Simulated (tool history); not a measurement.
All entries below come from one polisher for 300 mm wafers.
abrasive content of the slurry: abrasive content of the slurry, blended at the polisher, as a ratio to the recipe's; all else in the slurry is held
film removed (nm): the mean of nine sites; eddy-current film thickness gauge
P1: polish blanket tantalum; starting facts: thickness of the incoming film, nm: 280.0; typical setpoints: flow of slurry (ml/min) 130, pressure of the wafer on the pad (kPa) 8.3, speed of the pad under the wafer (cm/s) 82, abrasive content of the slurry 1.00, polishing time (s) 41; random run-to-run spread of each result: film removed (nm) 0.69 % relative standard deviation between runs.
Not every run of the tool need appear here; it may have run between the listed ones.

run	day	flow of slurry (ml/min)	pressure of the wafer on the pad (kPa)	speed of the pad under the wafer (cm/s)	abrasive content of the slurry	polishing time (s)	wafers polished on this pad	hours since the slurry nozzle was cleaned	hours since the head pressure was calibrated	hours since the slurry blender was calibrated	film removed (nm)
1	0.521	130	8.3	82	1.00	41	590	219.8	332.6	172.0	30.444
2	0.954	130	8.3	106	1.00	41	673	230.2	343.0	182.4	39.477
3	1.462	130	10.3	82	1.00	51	770	242.4	355.2	194.6	47.492
4	1.758	130	8.3	82	1.00	41	827	249.5	362.3	201.7	30.362
5	2.054	130	8.3	82	1.00	41	884	256.6	369.4	208.8	30.162
6	2.642	130	8.3	36	1.00	41	997	270.7	383.5	222.9	13.199
# day 2.833: slurry blender recalibrated
7	3.146	130	8.3	82	1.00	54	1093	282.8	395.6	7.5	39.815
8	3.567	130	4.1	82	1.00	41	1174	292.9	405.7	17.6	15.206
9	4.033	130	8.3	82	1.00	41	1263	304.1	416.9	28.8	30.245
10	4.383	80	8.3	82	1.00	41	1331	312.5	425.3	37.2	26.818
11	4.742	130	8.3	82	1.40	41	1399	321.1	433.9	45.8	32.912
12	5.250	130	8.3	82	1.00	41	1497	333.3	446.1	58.0	30.421
13	5.567	130	8.3	82	1.00	41	1558	340.9	453.7	65.6	30.153
14	5.938	130	8.3	82	1.00	41	1629	349.8	462.6	74.5	30.133
15	6.533	130	13.1	82	1.00	41	1743	364.1	476.9	88.8	48.138
16	6.833	130	8.3	82	1.00	21	1800	371.3	484.1	96.0	15.601
17	7.246	130	8.3	82	0.65	41	1879	381.2	494.0	105.9	26.242
18	7.817	175	8.3	82	1.00	41	1989	394.9	507.7	119.6	32.102
19	8.146	130	6.2	40	1.00	41	2052	402.8	515.6	127.5	11.107
20	8.704	130	8.3	82	1.00	41	2159	416.2	529.0	140.9	30.351
21	8.983	130	8.3	82	1.00	41	2213	422.9	535.7	147.6	29.465
22	9.346	130	8.3	82	1.00	41	2282	431.6	544.4	156.3	28.861
23	9.717	130	8.3	82	1.00	41	2353	440.5	553.3	165.2	28.492
# day 9.742: slurry nozzle cleaned
# day 10.025: worn pad replaced by a new one
24	10.250	130	8.3	82	1.00	41	43	12.2	566.1	178.0	27.751
25	10.529	130	8.3	82	1.00	41	97	18.9	572.8	184.7	27.721
26	10.879	130	8.3	82	1.00	41	164	27.3	581.2	193.1	28.122
27	11.433	130	8.3	82	1.00	41	270	40.6	594.5	206.4	27.459

P1 has crept away from where it was. The log is fitted equally well by each of these 2 causes, at the sizes shown:
A: abrasive missing from the slurry, % = 25.2
B: head's pressure below its setpoint, % = 8.78
Creep in the process output first set in at about day 8.704.
Excluded causes, each with its reason:
removal rate lost through wear of the pad, %: work on it at day 10.025, done after the drift set in, did not restore what the process gave before
slurry flow missing at the pad, %: work on it at day 9.742, done after the drift set in, did not restore what the process gave before

The list below offers 4 check runs, each averaging the results of 5 wafers, and shows each result as a question mark. For which of them would the listed causes give clearly different results?
check 1	11.988	130	12.4	82	1.00	41					?
check 2	11.988	130	8.3	38	1.00	41					?
check 3	11.988	95	8.3	82	1.00	23					?
check 4	11.988	80	8.3	82	0.70	41					?

Check results expected under each cause:
check	result	if A	if B
check 1	film removed (nm)	41.479	41.479
check 2	film removed (nm)	12.815	12.815
check 3	film removed (nm)	14.440	14.440
check 4	film removed (nm)	21.336	21.847
Separation of the two closest causes in each check, using whichever result separates them best: check 1 0 %; check 2 0 %; check 3 0 %; check 4 2.37 %
Only in check 4 would the causes give clearly different results; in the remaining checks their results would be nearly the same.

Then check 4 was run and gave: film removed (nm) 21.873. Which cause is it?

It was cause B: head's pressure below its setpoint, %.
